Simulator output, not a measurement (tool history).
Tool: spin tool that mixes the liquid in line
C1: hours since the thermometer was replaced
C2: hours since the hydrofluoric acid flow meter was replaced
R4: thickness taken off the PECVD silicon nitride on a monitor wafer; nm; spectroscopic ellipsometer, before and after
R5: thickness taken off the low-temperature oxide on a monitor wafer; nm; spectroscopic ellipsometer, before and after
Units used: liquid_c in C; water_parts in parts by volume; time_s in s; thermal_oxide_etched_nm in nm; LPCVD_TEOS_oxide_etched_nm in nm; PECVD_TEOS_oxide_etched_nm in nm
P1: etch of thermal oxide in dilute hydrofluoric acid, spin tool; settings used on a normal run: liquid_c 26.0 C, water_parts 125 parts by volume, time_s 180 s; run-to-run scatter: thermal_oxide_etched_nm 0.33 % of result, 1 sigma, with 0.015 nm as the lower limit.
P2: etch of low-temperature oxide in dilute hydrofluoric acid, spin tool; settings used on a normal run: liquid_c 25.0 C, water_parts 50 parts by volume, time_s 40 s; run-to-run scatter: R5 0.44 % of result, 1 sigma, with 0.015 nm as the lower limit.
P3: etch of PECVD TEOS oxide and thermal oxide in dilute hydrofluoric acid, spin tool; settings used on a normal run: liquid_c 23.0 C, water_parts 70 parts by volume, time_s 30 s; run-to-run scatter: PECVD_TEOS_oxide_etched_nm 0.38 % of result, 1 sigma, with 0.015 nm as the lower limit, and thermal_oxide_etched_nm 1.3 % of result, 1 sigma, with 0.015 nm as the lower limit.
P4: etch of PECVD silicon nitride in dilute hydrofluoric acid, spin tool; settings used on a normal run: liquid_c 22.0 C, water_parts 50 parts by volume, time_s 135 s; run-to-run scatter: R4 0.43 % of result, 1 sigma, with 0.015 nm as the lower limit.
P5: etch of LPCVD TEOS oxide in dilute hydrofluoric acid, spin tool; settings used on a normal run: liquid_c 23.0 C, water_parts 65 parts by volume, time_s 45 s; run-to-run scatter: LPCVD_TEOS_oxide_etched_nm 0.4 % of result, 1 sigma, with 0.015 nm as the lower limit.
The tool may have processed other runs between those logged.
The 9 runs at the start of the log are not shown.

Run 10, hour 105.3: process P5, liquid_c 18.0 C, water_parts 65 parts by volume, time_s 45 s; C1 435.2; C2 915.9. Result: LPCVD_TEOS_oxide_etched_nm 31.518 nm.
Run 11, hour 120.6: process P1, liquid_c 26.0 C, water_parts 125 parts by volume, time_s 180 s; C1 450.5; C2 931.2. Result: thermal_oxide_etched_nm 7.27580 nm.
Run 12, hour 128.5: process P1, liquid_c 26.0 C, water_parts 125 parts by volume, time_s 180 s; C1 458.4; C2 939.1. Result: thermal_oxide_etched_nm 7.28010 nm.
Run 13, hour 137.6: process P1, liquid_c 26.0 C, water_parts 35 parts by volume, time_s 180 s; C1 467.5; C2 948.2. Result: thermal_oxide_etched_nm 29.33700 nm.
Run 14, hour 150.0: process P1, liquid_c 18.0 C, water_parts 125 parts by volume, time_s 180 s; C1 479.9; C2 960.6. Result: thermal_oxide_etched_nm 5.29210 nm.
Run 15, hour 158.6: process P3, liquid_c 27.5 C, water_parts 70 parts by volume, time_s 30 s; C1 488.5; C2 969.2. Result: thermal_oxide_etched_nm 2.51850 nm, PECVD_TEOS_oxide_etched_nm 8.8864 nm.
Run 16, hour 172.4: process P2, liquid_c 25.0 C, water_parts 50 parts by volume, time_s 40 s; C1 502.3; C2 983.0. Result: R5 10.463 nm.
Run 17, hour 182.8: process P5, liquid_c 23.0 C, water_parts 20 parts by volume, time_s 45 s; C1 512.7; C2 993.4. Result: LPCVD_TEOS_oxide_etched_nm 133.480 nm.
Run 18, hour 198.6: process P1, liquid_c 33.0 C, water_parts 125 parts by volume, time_s 180 s; C1 528.5; C2 1009.2. Result: thermal_oxide_etched_nm 9.45450 nm.
Run 19, hour 215.4: process P1, liquid_c 26.0 C, water_parts 125 parts by volume, time_s 15 s; C1 545.3; C2 1026.0. Result: thermal_oxide_etched_nm 0.61694 nm.
Run 20, hour 232.6: process P2, liquid_c 25.0 C, water_parts 50 parts by volume, time_s 40 s; C1 562.5; C2 1043.2. Result: R5 10.388 nm.
Run 21, hour 241.5: process P2, liquid_c 20.5 C, water_parts 50 parts by volume, time_s 40 s; C1 571.4; C2 1052.1. Result: R5 8.634 nm.
Run 22, hour 255.1: process P1, liquid_c 26.0 C, water_parts 125 parts by volume, time_s 180 s; C1 585.0; C2 1065.7. Result: thermal_oxide_etched_nm 7.29050 nm.
Run 23, hour 267.5: process P4, liquid_c 29.5 C, water_parts 50 parts by volume, time_s 135 s; C1 597.4; C2 1078.1. Result: R4 7.8643 nm.
Run 24, hour 279.5: process P4, liquid_c 22.0 C, water_parts 50 parts by volume, time_s 135 s; C1 609.4; C2 1090.1. Result: R4 4.7310 nm.
Run 25, hour 291.1: process P3, liquid_c 23.0 C, water_parts 70 parts by volume, time_s 30 s; C1 621.0; C2 1101.7. Result: thermal_oxide_etched_nm 2.10230 nm, PECVD_TEOS_oxide_etched_nm 7.4282 nm.
Run 26, hour 300.6: process P4, liquid_c 22.0 C, water_parts 80 parts by volume, time_s 135 s; C1 630.5; C2 1111.2. Result: R4 2.9764 nm.
Run 27, hour 313.0: process P2, liquid_c 25.0 C, water_parts 50 parts by volume, time_s 60 s; C1 642.9; C2 1123.6. Result: R5 15.670 nm.
Run 28, hour 327.2: process P5, liquid_c 23.0 C, water_parts 65 parts by volume, time_s 45 s; C1 657.1; C2 1137.8. Result: LPCVD_TEOS_oxide_etched_nm 38.934 nm.
Run 29, hour 344.5: process P1, liquid_c 26.0 C, water_parts 185 parts by volume, time_s 180 s; C1 674.4; C2 1155.1. Result: thermal_oxide_etched_nm 4.58370 nm.
Run 30, hour 357.8: process P1, liquid_c 26.0 C, water_parts 125 parts by volume, time_s 180 s; C1 687.7; C2 1168.4. Result: thermal_oxide_etched_nm 7.29060 nm.
Run 31, hour 367.1: process P1, liquid_c 26.0 C, water_parts 125 parts by volume, time_s 180 s; C1 697.0; C2 1177.7. Result: thermal_oxide_etched_nm 7.11780 nm.
Run 32, hour 377.9: process P1, liquid_c 26.0 C, water_parts 125 parts by volume, time_s 180 s; C1 707.8; C2 1188.5. Result: thermal_oxide_etched_nm 6.98720 nm.
Run 33, hour 390.5: process P1, liquid_c 26.0 C, water_parts 125 parts by volume, time_s 180 s; C1 720.4; C2 1201.1. Result: thermal_oxide_etched_nm 6.89010 nm.
Run 34, hour 402.5: process P1, liquid_c 26.0 C, water_parts 125 parts by volume, time_s 180 s; C1 732.4; C2 1213.1. Result: thermal_oxide_etched_nm 6.81920 nm.

Expected results for the next run?
Run 35, hour 416.6: process P1, liquid_c 26.0 C, water_parts 125 parts by volume, time_s 180 s; C1 746.5; C2 1227.2. Result: thermal_oxide_etched_nm ?.

thermal_oxide_etched_nm: 6.84120 nm

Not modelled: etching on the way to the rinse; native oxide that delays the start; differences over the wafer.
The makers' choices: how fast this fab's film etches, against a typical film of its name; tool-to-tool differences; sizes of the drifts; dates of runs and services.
